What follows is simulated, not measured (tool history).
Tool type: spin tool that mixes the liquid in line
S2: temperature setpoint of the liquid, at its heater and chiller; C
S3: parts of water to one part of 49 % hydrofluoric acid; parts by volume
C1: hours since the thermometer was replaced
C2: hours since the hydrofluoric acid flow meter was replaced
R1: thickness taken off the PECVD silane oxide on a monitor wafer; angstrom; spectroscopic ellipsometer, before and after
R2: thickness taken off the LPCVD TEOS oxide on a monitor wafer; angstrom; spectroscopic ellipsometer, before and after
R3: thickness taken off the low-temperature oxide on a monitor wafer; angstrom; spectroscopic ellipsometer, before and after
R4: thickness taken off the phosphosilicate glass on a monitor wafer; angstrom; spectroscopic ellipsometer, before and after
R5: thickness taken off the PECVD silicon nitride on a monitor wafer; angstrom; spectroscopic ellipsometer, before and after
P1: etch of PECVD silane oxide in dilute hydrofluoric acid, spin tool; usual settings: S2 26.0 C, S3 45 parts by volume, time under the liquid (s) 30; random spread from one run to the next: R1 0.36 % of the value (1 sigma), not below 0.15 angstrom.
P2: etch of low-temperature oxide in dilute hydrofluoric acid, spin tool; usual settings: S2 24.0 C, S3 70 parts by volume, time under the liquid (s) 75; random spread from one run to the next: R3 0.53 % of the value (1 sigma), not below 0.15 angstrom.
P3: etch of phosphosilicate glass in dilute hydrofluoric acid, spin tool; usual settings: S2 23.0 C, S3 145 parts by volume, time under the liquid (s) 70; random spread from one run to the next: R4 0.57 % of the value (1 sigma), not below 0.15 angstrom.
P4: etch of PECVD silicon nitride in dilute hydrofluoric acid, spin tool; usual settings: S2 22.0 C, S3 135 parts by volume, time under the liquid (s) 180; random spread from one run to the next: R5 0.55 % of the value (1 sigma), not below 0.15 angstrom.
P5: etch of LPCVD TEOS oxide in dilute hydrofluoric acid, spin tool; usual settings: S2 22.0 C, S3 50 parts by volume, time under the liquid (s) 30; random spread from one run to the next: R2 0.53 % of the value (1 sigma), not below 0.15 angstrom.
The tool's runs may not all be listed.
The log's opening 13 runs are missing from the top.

Run 14, day 4.621: process that ran P1, S2 26.0 C, S3 45 parts by volume, time under the liquid (s) 30; C1 429.3; C2 438.1. Result: R1 385.86 angstrom.
Run 15, day 4.888: process that ran P4, S2 22.0 C, S3 135 parts by volume, time under the liquid (s) 180; C1 435.7; C2 444.5. Result: R5 39.550 angstrom.
Run 16, day 5.183: process that ran P1, S2 26.0 C, S3 75 parts by volume, time under the liquid (s) 30; C1 442.8; C2 451.6. Result: R1 224.50 angstrom.
Run 17, day 5.579: process that ran P1, S2 26.0 C, S3 45 parts by volume, time under the liquid (s) 55; C1 452.3; C2 461.1. Result: R1 712.36 angstrom.
Run 18, day 5.988: process that ran P4, S2 22.0 C, S3 25 parts by volume, time under the liquid (s) 180; C1 462.1; C2 470.9. Result: R5 206.090 angstrom.
Run 19, day 6.254: process that ran P3, S2 28.0 C, S3 145 parts by volume, time under the liquid (s) 70; C1 468.5; C2 477.3. Result: R4 620.49 angstrom.
Run 20, day 6.642: process that ran P1, S2 30.0 C, S3 45 parts by volume, time under the liquid (s) 30; C1 477.8; C2 486.6. Result: R1 457.61 angstrom.
Run 21, day 7.117: process that ran P2, S2 20.0 C, S3 70 parts by volume, time under the liquid (s) 75; C1 489.2; C2 498.0. Result: R3 102.06 angstrom.
Run 22, day 7.458: process that ran P1, S2 21.5 C, S3 45 parts by volume, time under the liquid (s) 30; C1 497.4; C2 506.2. Result: R1 325.09 angstrom.
Run 23, day 7.700: process that ran P1, S2 26.0 C, S3 45 parts by volume, time under the liquid (s) 15; C1 503.2; C2 512.0. Result: R1 193.43 angstrom.
Run 24, day 7.921: process that ran P5, S2 22.0 C, S3 85 parts by volume, time under the liquid (s) 30; C1 508.5; C2 517.3. Result: R2 71.442 angstrom.
Run 25, day 8.288: process that ran P2, S2 24.0 C, S3 45 parts by volume, time under the liquid (s) 75; C1 517.3; C2 526.1. Result: R3 191.88 angstrom.
Run 26, day 8.529: process that ran P1, S2 26.0 C, S3 45 parts by volume, time under the liquid (s) 30; C1 523.1; C2 531.9. Result: R1 387.98 angstrom.
Run 27, day 8.983: process that ran P1, S2 26.0 C, S3 45 parts by volume, time under the liquid (s) 30; C1 534.0; C2 542.8. Result: R1 387.07 angstrom.
Run 28, day 9.433: process that ran P4, S2 22.0 C, S3 135 parts by volume, time under the liquid (s) 345; C1 544.8; C2 553.6. Result: R5 76.294 angstrom.
Run 29, day 9.754: process that ran P1, S2 26.0 C, S3 45 parts by volume, time under the liquid (s) 30; C1 552.5; C2 561.3. Result: R1 386.63 angstrom.
Run 30, day 9.971: process that ran P1, S2 26.0 C, S3 45 parts by volume, time under the liquid (s) 30; C1 557.7; C2 566.5. Result: R1 380.37 angstrom.

What does the tool deliver on the next run?
Run 31, day 10.367: process that ran P1, S2 26.0 C, S3 45 parts by volume, time under the liquid (s) 30; C1 567.2; C2 576.0. Result: R1 ?.

R1: 369.56 angstrom
